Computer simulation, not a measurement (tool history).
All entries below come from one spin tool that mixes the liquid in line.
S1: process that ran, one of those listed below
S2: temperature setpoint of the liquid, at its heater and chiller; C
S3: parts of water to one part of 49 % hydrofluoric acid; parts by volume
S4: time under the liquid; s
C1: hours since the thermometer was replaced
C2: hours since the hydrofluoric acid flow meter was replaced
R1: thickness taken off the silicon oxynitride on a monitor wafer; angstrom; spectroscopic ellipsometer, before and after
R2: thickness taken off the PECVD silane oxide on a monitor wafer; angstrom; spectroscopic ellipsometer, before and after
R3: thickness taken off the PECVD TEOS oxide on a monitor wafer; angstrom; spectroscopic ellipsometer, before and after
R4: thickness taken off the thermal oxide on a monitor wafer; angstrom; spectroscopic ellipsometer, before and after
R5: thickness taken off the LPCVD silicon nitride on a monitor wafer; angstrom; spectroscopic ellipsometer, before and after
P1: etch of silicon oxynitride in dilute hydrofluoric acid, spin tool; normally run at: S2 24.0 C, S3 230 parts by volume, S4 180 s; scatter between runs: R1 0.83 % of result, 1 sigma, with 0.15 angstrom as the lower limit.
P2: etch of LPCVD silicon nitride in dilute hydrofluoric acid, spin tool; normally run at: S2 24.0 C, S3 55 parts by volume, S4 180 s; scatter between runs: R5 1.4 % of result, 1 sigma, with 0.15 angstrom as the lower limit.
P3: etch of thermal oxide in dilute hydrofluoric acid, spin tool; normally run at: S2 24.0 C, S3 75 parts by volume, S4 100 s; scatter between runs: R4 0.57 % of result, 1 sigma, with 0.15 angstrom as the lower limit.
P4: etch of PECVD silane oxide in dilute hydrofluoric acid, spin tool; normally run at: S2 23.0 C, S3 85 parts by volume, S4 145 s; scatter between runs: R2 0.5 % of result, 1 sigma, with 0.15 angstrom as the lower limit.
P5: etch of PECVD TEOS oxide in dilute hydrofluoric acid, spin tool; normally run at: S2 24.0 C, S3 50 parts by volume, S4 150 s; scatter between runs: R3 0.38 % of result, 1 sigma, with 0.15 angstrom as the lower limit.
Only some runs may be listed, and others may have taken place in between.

run 1 hour=10.6 | S1=P1 S2=24.0 S3=230 S4=180 | C1=381.0 C2=78.1 | R1=25.0670
run 2 hour=20.9 | S1=P4 S2=23.0 S3=85 S4=275 | C1=391.3 C2=88.4 | R2=903.16
run 3 hour=36.9 | S1=P5 S2=24.0 S3=50 S4=150 | C1=407.3 C2=104.4 | R3=356.86
run 4 hour=50.4 | S1=P3 S2=24.0 S3=75 S4=15 | C1=420.8 C2=117.9 | R4=9.8353
run 5 hour=58.1 | S1=P1 S2=24.0 S3=230 S4=180 | C1=428.5 C2=125.6 | R1=25.3280
run 6 hour=70.5 | S1=P1 S2=24.0 S3=335 S4=65 | C1=440.9 C2=138.0 | R1=5.8764
run 7 hour=79.4 | S1=P1 S2=17.5 S3=230 S4=180 | C1=449.8 C2=146.9 | R1=18.6110
run 8 hour=89.6 | S1=P1 S2=24.0 S3=230 S4=180 | C1=460.0 C2=157.1 | R1=24.8080
run 9 hour=98.3 | S1=P3 S2=24.0 S3=75 S4=100 | C1=468.7 C2=165.8 | R4=64.6720
run 10 hour=110.2 | S1=P3 S2=24.0 S3=40 S4=100 | C1=480.6 C2=177.7 | R4=128.8900
run 11 hour=126.0 | S1=P2 S2=18.0 S3=55 S4=180 | C1=496.4 C2=193.5 | R5=11.890
run 12 hour=136.6 | S1=P1 S2=24.0 S3=375 S4=180 | C1=507.0 C2=204.1 | R1=14.1690
run 13 hour=151.3 | S1=P3 S2=31.5 S3=75 S4=100 | C1=521.7 C2=218.8 | R4=87.3790
run 14 hour=162.1 | S1=P1 S2=30.0 S3=115 S4=180 | C1=532.5 C2=229.6 | R1=71.4280
run 15 hour=178.0 | S1=P4 S2=23.0 S3=85 S4=145 | C1=548.4 C2=245.5 | R2=476.50
run 16 hour=185.4 | S1=P5 S2=24.0 S3=90 S4=150 | C1=555.8 C2=252.9 | R3=188.10
run 17 hour=193.0 | S1=P1 S2=24.0 S3=230 S4=180 | C1=563.4 C2=260.5 | R1=25.3980
run 18 hour=207.8 | S1=P1 S2=24.0 S3=140 S4=180 | C1=578.2 C2=275.3 | R1=44.3190
run 19 hour=223.3 | S1=P4 S2=23.0 S3=130 S4=145 | C1=593.7 C2=290.8 | R2=293.57
run 20 hour=236.2 | S1=P3 S2=24.0 S3=75 S4=100 | C1=606.6 C2=303.7 | R4=65.6270
run 21 hour=252.3 | S1=P5 S2=32.0 S3=50 S4=150 | C1=622.7 C2=319.8 | R3=491.41
run 22 hour=259.3 | S1=P1 S2=28.5 S3=230 S4=260 | C1=629.7 C2=326.8 | R1=44.2320
run 23 hour=270.2 | S1=P1 S2=24.0 S3=230 S4=335 | C1=640.6 C2=337.7 | R1=47.1530
run 24 hour=279.6 | S1=P1 S2=24.0 S3=230 S4=45 | C1=650.0 C2=347.1 | R1=6.4451
run 25 hour=294.6 | S1=P1 S2=24.0 S3=230 S4=180 | C1=665.0 C2=362.1 | R1=25.1220
run 26 hour=309.4 | S1=P5 S2=24.0 S3=50 S4=240 | C1=679.8 C2=376.9 | R3=573.01
run 27 hour=316.5 | S1=P2 S2=24.0 S3=55 S4=360 | C1=686.9 C2=384.0 | R5=34.612
run 28 hour=326.0 | S1=P2 S2=24.0 S3=80 S4=180 | C1=696.4 C2=393.5 | R5=11.721
run 29 hour=341.3 | S1=P1 S2=24.0 S3=230 S4=180 | C1=711.7 C2=408.8 | R1=24.9350
run 30 hour=354.2 | S1=P4 S2=28.5 S3=85 S4=145 | C1=724.6 C2=421.7 | R2=584.60
run 31 hour=363.9 | S1=P2 S2=24.0 S3=55 S4=180 | C1=734.3 C2=431.4 | R5=17.342
run 32 hour=378.7 | S1=P1 S2=31.5 S3=230 S4=180 | C1=749.1 C2=446.2 | R1=34.8880
run 33 hour=392.9 | S1=P1 S2=24.0 S3=230 S4=180 | C1=763.3 C2=460.4 | R1=24.7960
run 34 hour=403.3 | S1=P1 S2=24.0 S3=230 S4=180 | C1=773.7 C2=470.8 | R1=25.8290
run 35 hour=416.4 | S1=P1 S2=24.0 S3=230 S4=180 | C1=786.8 C2=483.9 | R1=27.0210
run 36 hour=427.5 | S1=P1 S2=24.0 S3=230 S4=180 | C1=797.9 C2=495.0 | R1=26.8690
run 37 hour=435.9 | S1=P1 S2=24.0 S3=230 S4=180 | C1=806.3 C2=503.4 | R1=26.8380
run 38 hour=449.6 | S1=P1 S2=24.0 S3=230 S4=180 | C1=820.0 C2=517.1 | R1=26.9690
run 39 hour=461.4 | S1=P1 S2=24.0 S3=230 S4=180 | C1=831.8 C2=528.9 | R1=27.0710
run 40 hour=473.6 | S1=P1 S2=24.0 S3=230 S4=180 | C1=844.0 C2=541.1 | R1=27.2120
run 41 hour=482.7 | S1=P1 S2=24.0 S3=230 S4=180 | C1=853.1 C2=550.2 | R1=27.4130

P1 no longer gives what it gave before; its output has crept away from where it was. The following 2 causes, each at its listed size, fit the log equally well:
A: liquid hotter than its thermometer reads (K) = 2.01
B: hydrofluoric acid flow above the setpoint (%) = 7.77
At approximately hour 392.9, the process output began to creep.

Each of the check runs listed below is run on 3 wafers and reports their average, with the results left as question marks. Pick the one under which the possible causes would lead to clearly different results.
run check 1 hour=491.8 | S1=P4 S2=27.0 S3=85 S4=145 | R2=?
run check 2 hour=491.8 | S1=P3 S2=27.0 S3=50 S4=100 | R4=?
run check 3 hour=491.8 | S1=P2 S2=24.0 S3=55 S4=320 | R5=?
run check 4 hour=491.8 | S1=P5 S2=31.5 S3=50 S4=150 | R3=?

Predicted outcomes, by check and by cause:
check=check_1 result=R2 if_A=601.43 if_B=604.71
check=check_2 result=R4 if_A=123.3900 if_B=123.3600
check=check_3 result=R5 if_A=35.453 if_B=33.361
check=check_4 result=R3 if_A=519.96 if_B=521.61
How far apart the two closest causes lie, in the result that separates them most: check 1 0.54 %; check 2 0.03 %; check 3 6.08 %; check 4 0.32 %
Only in check 3 would the causes give clearly different results; in the remaining checks their results would be nearly the same.

After running check 3, the following was obtained: R5 33.028 angstrom. Which cause does this point to?

The cause is B: hydrofluoric acid flow above the setpoint (%).
